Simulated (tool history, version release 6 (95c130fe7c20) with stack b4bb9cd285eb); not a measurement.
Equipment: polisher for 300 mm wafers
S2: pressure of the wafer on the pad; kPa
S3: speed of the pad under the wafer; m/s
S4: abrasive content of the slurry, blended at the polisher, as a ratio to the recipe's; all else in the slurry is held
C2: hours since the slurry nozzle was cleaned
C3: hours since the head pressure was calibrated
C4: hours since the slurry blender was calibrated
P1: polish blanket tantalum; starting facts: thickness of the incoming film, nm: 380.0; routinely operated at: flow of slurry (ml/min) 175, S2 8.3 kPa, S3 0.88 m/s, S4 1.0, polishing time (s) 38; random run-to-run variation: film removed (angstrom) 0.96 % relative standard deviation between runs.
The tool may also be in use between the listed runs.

{"run": 1, "hour": 5.5, "flow of slurry (ml/min)": 175, "S2": 8.3, "S3": 0.88, "S4": 1.0, "polishing time (s)": 38, "wafers polished on this pad": 407, "C2": 409.4, "C3": 314.1, "C4": 102.4, "film removed (angstrom)": 374.76}
{"run": 2, "hour": 13.5, "flow of slurry (ml/min)": 175, "S2": 8.3, "S3": 0.88, "S4": 1.0, "polishing time (s)": 38, "wafers polished on this pad": 527, "C2": 417.4, "C3": 322.1, "C4": 110.4, "film removed (angstrom)": 381.19}
{"run": 3, "hour": 18.5, "flow of slurry (ml/min)": 230, "S2": 8.3, "S3": 0.88, "S4": 1.0, "polishing time (s)": 38, "wafers polished on this pad": 602, "C2": 422.4, "C3": 327.1, "C4": 115.4, "film removed (angstrom)": 388.27}
{"run": 4, "hour": 22.7, "flow of slurry (ml/min)": 175, "S2": 8.3, "S3": 1.32, "S4": 1.0, "polishing time (s)": 38, "wafers polished on this pad": 665, "C2": 426.6, "C3": 331.3, "C4": 119.6, "film removed (angstrom)": 572.08}
{"run": 5, "hour": 27.0, "flow of slurry (ml/min)": 235, "S2": 8.3, "S3": 0.88, "S4": 1.0, "polishing time (s)": 21, "wafers polished on this pad": 730, "C2": 430.9, "C3": 335.6, "C4": 123.9, "film removed (angstrom)": 218.74}
{"run": 6, "hour": 31.1, "flow of slurry (ml/min)": 175, "S2": 11.0, "S3": 0.88, "S4": 1.0, "polishing time (s)": 38, "wafers polished on this pad": 791, "C2": 435.0, "C3": 339.7, "C4": 128.0, "film removed (angstrom)": 509.47}
{"hour": 31.5, "done": "head pressure recalibrated"}
{"run": 7, "hour": 39.6, "flow of slurry (ml/min)": 175, "S2": 8.3, "S3": 0.88, "S4": 1.4, "polishing time (s)": 38, "wafers polished on this pad": 919, "C2": 443.5, "C3": 8.1, "C4": 136.5, "film removed (angstrom)": 417.76}
{"run": 8, "hour": 47.7, "flow of slurry (ml/min)": 175, "S2": 6.2, "S3": 0.88, "S4": 1.0, "polishing time (s)": 38, "wafers polished on this pad": 1040, "C2": 451.6, "C3": 16.2, "C4": 144.6, "film removed (angstrom)": 282.17}
{"run": 9, "hour": 53.9, "flow of slurry (ml/min)": 175, "S2": 8.3, "S3": 0.88, "S4": 0.5, "polishing time (s)": 38, "wafers polished on this pad": 1133, "C2": 457.8, "C3": 22.4, "C4": 150.8, "film removed (angstrom)": 294.63}
{"run": 10, "hour": 57.9, "flow of slurry (ml/min)": 175, "S2": 8.3, "S3": 0.88, "S4": 1.0, "polishing time (s)": 38, "wafers polished on this pad": 1193, "C2": 461.8, "C3": 26.4, "C4": 154.8, "film removed (angstrom)": 374.12}
{"run": 11, "hour": 62.2, "flow of slurry (ml/min)": 175, "S2": 8.3, "S3": 0.42, "S4": 1.0, "polishing time (s)": 38, "wafers polished on this pad": 1258, "C2": 466.1, "C3": 30.7, "C4": 159.1, "film removed (angstrom)": 177.15}
{"run": 12, "hour": 66.9, "flow of slurry (ml/min)": 135, "S2": 11.0, "S3": 0.88, "S4": 1.0, "polishing time (s)": 38, "wafers polished on this pad": 1328, "C2": 470.8, "C3": 35.4, "C4": 163.8, "film removed (angstrom)": 480.4}
{"run": 13, "hour": 74.0, "flow of slurry (ml/min)": 175, "S2": 8.3, "S3": 0.88, "S4": 1.0, "polishing time (s)": 38, "wafers polished on this pad": 1435, "C2": 477.9, "C3": 42.5, "C4": 170.9, "film removed (angstrom)": 382.71}
{"run": 14, "hour": 81.1, "flow of slurry (ml/min)": 175, "S2": 8.3, "S3": 0.88, "S4": 1.0, "polishing time (s)": 38, "wafers polished on this pad": 1541, "C2": 485.0, "C3": 49.6, "C4": 178.0, "film removed (angstrom)": 383.76}
{"run": 15, "hour": 86.8, "flow of slurry (ml/min)": 175, "S2": 8.3, "S3": 0.88, "S4": 1.0, "polishing time (s)": 22, "wafers polished on this pad": 1627, "C2": 490.7, "C3": 55.3, "C4": 183.7, "film removed (angstrom)": 218.31}
{"run": 16, "hour": 93.5, "flow of slurry (ml/min)": 175, "S2": 8.3, "S3": 0.88, "S4": 1.0, "polishing time (s)": 38, "wafers polished on this pad": 1727, "C2": 497.4, "C3": 62.0, "C4": 190.4, "film removed (angstrom)": 377.68}
{"run": 17, "hour": 100.7, "flow of slurry (ml/min)": 175, "S2": 11.7, "S3": 0.88, "S4": 1.0, "polishing time (s)": 57, "wafers polished on this pad": 1835, "C2": 504.6, "C3": 69.2, "C4": 197.6, "film removed (angstrom)": 795.39}
{"run": 18, "hour": 107.0, "flow of slurry (ml/min)": 105, "S2": 8.3, "S3": 0.88, "S4": 1.0, "polishing time (s)": 38, "wafers polished on this pad": 1930, "C2": 510.9, "C3": 75.5, "C4": 203.9, "film removed (angstrom)": 343.11}
{"run": 19, "hour": 111.8, "flow of slurry (ml/min)": 175, "S2": 8.3, "S3": 0.88, "S4": 1.0, "polishing time (s)": 38, "wafers polished on this pad": 2002, "C2": 515.7, "C3": 80.3, "C4": 208.7, "film removed (angstrom)": 373.65}
{"run": 20, "hour": 120.5, "flow of slurry (ml/min)": 175, "S2": 8.3, "S3": 0.88, "S4": 1.0, "polishing time (s)": 50, "wafers polished on this pad": 2132, "C2": 524.4, "C3": 89.0, "C4": 217.4, "film removed (angstrom)": 501.66}
{"run": 21, "hour": 127.6, "flow of slurry (ml/min)": 175, "S2": 8.3, "S3": 0.88, "S4": 1.0, "polishing time (s)": 38, "wafers polished on this pad": 2239, "C2": 531.5, "C3": 96.1, "C4": 224.5, "film removed (angstrom)": 369.45}
{"run": 22, "hour": 133.0, "flow of slurry (ml/min)": 175, "S2": 8.3, "S3": 0.88, "S4": 1.0, "polishing time (s)": 38, "wafers polished on this pad": 2320, "C2": 536.9, "C3": 101.5, "C4": 229.9, "film removed (angstrom)": 369.4}
{"run": 23, "hour": 141.0, "flow of slurry (ml/min)": 175, "S2": 8.3, "S3": 0.88, "S4": 1.0, "polishing time (s)": 38, "wafers polished on this pad": 2440, "C2": 544.9, "C3": 109.5, "C4": 237.9, "film removed (angstrom)": 362.04}
{"run": 24, "hour": 149.3, "flow of slurry (ml/min)": 175, "S2": 8.3, "S3": 0.88, "S4": 1.0, "polishing time (s)": 38, "wafers polished on this pad": 2564, "C2": 553.2, "C3": 117.8, "C4": 246.2, "film removed (angstrom)": 356.86}
{"hour": 149.4, "done": "worn pad replaced by a new one"}
{"hour": 150.8, "done": "head pressure recalibrated"}
{"run": 25, "hour": 155.8, "flow of slurry (ml/min)": 175, "S2": 8.3, "S3": 0.88, "S4": 1.0, "polishing time (s)": 38, "wafers polished on this pad": 96, "C2": 559.7, "C3": 5.1, "C4": 252.7, "film removed (angstrom)": 352.14}
{"run": 26, "hour": 164.5, "flow of slurry (ml/min)": 175, "S2": 8.3, "S3": 0.88, "S4": 1.0, "polishing time (s)": 38, "wafers polished on this pad": 227, "C2": 568.4, "C3": 13.8, "C4": 261.4, "film removed (angstrom)": 352.28}

Run 27 is up next; what results do you expect?
{"run": 27, "hour": 172.4, "flow of slurry (ml/min)": 175, "S2": 8.3, "S3": 0.88, "S4": 1.0, "polishing time (s)": 38, "wafers polished on this pad": 345, "C2": 576.3, "C3": 21.7, "C4": 269.3, "film removed (angstrom)": "?"}

film removed (angstrom): 348.57
